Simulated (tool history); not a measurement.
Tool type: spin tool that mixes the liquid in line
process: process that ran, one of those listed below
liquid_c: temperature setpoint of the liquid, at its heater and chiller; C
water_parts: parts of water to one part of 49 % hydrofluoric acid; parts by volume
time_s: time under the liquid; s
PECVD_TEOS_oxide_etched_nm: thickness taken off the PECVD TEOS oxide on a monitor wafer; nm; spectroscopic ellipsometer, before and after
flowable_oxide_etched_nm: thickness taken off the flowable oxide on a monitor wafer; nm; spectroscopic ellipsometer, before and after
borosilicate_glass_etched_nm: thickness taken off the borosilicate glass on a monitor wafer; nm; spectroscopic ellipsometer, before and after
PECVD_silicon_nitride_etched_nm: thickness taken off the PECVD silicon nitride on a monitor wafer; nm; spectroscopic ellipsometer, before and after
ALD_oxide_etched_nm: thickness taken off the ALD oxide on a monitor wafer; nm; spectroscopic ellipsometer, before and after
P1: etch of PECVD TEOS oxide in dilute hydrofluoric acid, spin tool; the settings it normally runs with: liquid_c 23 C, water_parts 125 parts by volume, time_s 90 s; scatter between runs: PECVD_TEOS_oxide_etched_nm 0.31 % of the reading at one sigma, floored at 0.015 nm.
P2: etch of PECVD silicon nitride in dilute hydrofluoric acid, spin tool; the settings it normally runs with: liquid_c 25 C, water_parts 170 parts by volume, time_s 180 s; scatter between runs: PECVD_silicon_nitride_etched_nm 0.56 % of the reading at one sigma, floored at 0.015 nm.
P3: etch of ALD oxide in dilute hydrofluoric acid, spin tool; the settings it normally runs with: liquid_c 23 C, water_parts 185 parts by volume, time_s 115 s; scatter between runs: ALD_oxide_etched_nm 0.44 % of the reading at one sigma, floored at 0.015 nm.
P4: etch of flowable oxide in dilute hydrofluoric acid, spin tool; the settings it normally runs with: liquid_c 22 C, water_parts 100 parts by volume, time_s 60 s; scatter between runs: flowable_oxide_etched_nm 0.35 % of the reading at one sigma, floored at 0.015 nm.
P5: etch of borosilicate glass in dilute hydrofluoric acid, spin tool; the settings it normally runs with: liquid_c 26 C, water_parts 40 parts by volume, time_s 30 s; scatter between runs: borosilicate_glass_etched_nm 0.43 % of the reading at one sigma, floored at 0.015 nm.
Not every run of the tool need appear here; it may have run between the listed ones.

run   hour  process  liquid_c  water_parts  time_s  hours since the thermometer was replaced  hours since the hydrofluoric acid flow meter was replaced  PECVD_TEOS_oxide_etched_nm  flowable_oxide_etched_nm  borosilicate_glass_etched_nm  PECVD_silicon_nitride_etched_nm  ALD_oxide_etched_nm
  1   10.1       P1        23          125      90                                     501.9                                                     1665.9                      14.897
  2   25.9       P4        22          100      60                                     517.7                                                     1681.7                                                16.773
  3   42.1       P1        23          125      90                                     533.9                                                     1697.9                      14.952
  4   54.6       P4        22          100      60                                     546.4                                                     1710.4                                                16.897
  5   62.4       P1        29           70      90                                     554.2                                                     1718.2                      36.369
  6   77.2       P4        30          100      60                                       569                                                       1733                                                23.088
  7   88.8       P1        23           50      90                                     580.6                                                     1744.6                      40.921
  8    104       P5        26           70      30                                     595.8                                                     1759.8                                                                               18.46
  9    116       P1        23          125      90                                     607.8                                                     1771.8                      14.823
 10  124.2       P5        26           40      30                                       616                                                       1780                                                                              33.489
 11  133.7       P1        29          125      90                                     625.5                                                     1789.5                      18.757
 12  143.6       P2        25          240     180                                     635.4                                                     1799.4                                                                                                               2.8404
 13  153.5       P1        23          125     165                                     645.3                                                     1809.3                      27.312
 14  169.8       P1        23          220      90                                     661.6                                                     1825.6                      7.6086
 15  181.4       P3        18          185     115                                     673.2                                                     1837.2                                                                                                                                    10.964
 16  196.1       P3        23          185     115                                     687.9                                                     1851.9                                                                                                                                    13.246
 17    206       P1        23          125      90                                     697.8                                                     1861.8                      14.957
 18  214.7       P1        23           50      30                                     706.5                                                     1870.5                      13.587
 19  231.3       P1        23          125      40                                     723.1                                                     1887.1                      6.6237
 20  240.9       P1        23           80     150                                     732.7                                                     1896.7                      40.758
 21  256.6       P2        25          170     180                                     748.4                                                     1912.4                                                                                                               4.0028
 22  267.2       P3        23          185     115                                       759                                                       1923                                                                                                                                    13.397
 23  280.4       P3        23           40     115                                     772.2                                                     1936.2                                                                                                                                    73.631
 24  294.8       P1        23          125      90                                     786.6                                                     1950.6                      14.908
 25  311.3       P5        26           40      30                                     803.1                                                     1967.1                                                                              33.484
 26  328.1       P5        32           40      30                                     819.9                                                     1983.9                                                                              42.428
 27  336.7       P4        22          100      20                                     828.5                                                     1992.5                                                5.5926
 28  349.9       P4        22           40      60                                     841.7                                                     2005.7                                                45.433
 29  362.5       P2        25          170      40                                     854.3                                                     2018.3                                                                                                              0.88743
 30  373.7       P2        33          170     180                                     865.5                                                     2029.5                                                                                                               6.5123
 31  387.4       P5        26           40      60                                     879.2                                                     2043.2                                                                              66.949
 32  397.3       P1        19          125      90                                     889.1                                                     2053.1                      12.747
 33  406.2       P3        23          185      45                                       898                                                       2062                                                                                                                                    5.2339
 34  415.3       P1        23          125      90                                     907.1                                                     2071.1                      14.889
 35  426.5       P1        23          125      90                                     918.3                                                     2082.3                      15.338
 36  444.5       P1        23          125      90                                     936.3                                                     2100.3                      15.604
 37  457.8       P1        23          125      90                                     949.6                                                     2113.6                      15.753
 38  469.7       P1        23          125      90                                     961.5                                                     2125.5                      15.801
 39  484.4       P1        23          125      90                                     976.2                                                     2140.2                      15.782
 40  501.3       P1        23          125      90                                     993.1                                                     2157.1                       15.87

P1 no longer gives what it gave before; its output has crept away from where it was. The following 2 causes, each at its listed size, fit the log equally well:
A: hydrofluoric acid flow above the setpoint (%) = 5.61
B: liquid hotter than its thermometer reads (K) = 1.6
The process output started creeping at around hour 415.3.

Each of the 4 check runs below uses one wafer; its results are left as question marks. Which run tells the causes apart?
check 1  518.2       P3        23          185     115                                                                                                                                                                                                                                              ?
check 2  518.2       P5        26           40      30                                                                                                                                                                                        ?
check 3  518.2       P2        25          170     180                                                                                                                                                                                                                         ?
check 4  518.2       P4        22          100      60                                                                                                                                                          ?

Outcome of each check run for each possible cause:
  check                           result    if A    if B
check 1              ALD_oxide_etched_nm  14.267  14.191
check 2     borosilicate_glass_etched_nm  35.402   35.67
check 3  PECVD_silicon_nitride_etched_nm  4.2136  4.4142
check 4         flowable_oxide_etched_nm  17.963  18.022
Minimum pairwise separation of causes per check, each pair taken at its best-separating result: check 1 0.53 %; check 2 0.75 %; check 3 4.65 %; check 4 0.33 %
Only in check 3 would the causes give clearly different results; in the remaining checks their results would be nearly the same.

With check 3 done, the readings were: PECVD_silicon_nitride_etched_nm 4.4666 nm. Identify which of the listed causes applies.

It is B: liquid hotter than its thermometer reads (K).
